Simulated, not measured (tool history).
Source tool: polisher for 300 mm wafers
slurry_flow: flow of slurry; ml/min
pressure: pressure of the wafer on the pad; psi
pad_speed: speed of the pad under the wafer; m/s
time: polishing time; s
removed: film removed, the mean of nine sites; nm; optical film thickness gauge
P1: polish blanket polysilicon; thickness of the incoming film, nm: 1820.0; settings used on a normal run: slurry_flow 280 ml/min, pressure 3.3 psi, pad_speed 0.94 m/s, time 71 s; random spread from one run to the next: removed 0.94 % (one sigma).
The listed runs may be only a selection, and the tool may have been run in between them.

run	hour	slurry_flow	pressure	pad_speed	time	removed
1	9.7	280	3.3	0.94	71	565.73
2	14.8	280	4.5	0.94	71	776.86
3	20.9	280	3.3	0.94	71	571.72
4	26.6	280	2.2	0.94	35	188.69
5	32.1	280	3.3	0.62	71	372.90
6	37.4	280	3.3	0.94	100	811.44
7	45.3	280	3.3	0.94	46	367.76
8	54.9	280	3.3	1.36	71	829.12
9	61.2	280	3.3	0.94	71	562.36
10	68.1	280	3.3	0.94	71	564.88
# hour 75.9: slurry nozzle cleaned
11	78.0	390	3.3	0.94	71	586.97
12	88.0	170	3.3	0.94	71	535.27
13	93.4	280	1.5	0.94	71	256.63

Expected results for the next run?
14	99.0	280	3.3	0.94	71	?

removed: 568.25 nm
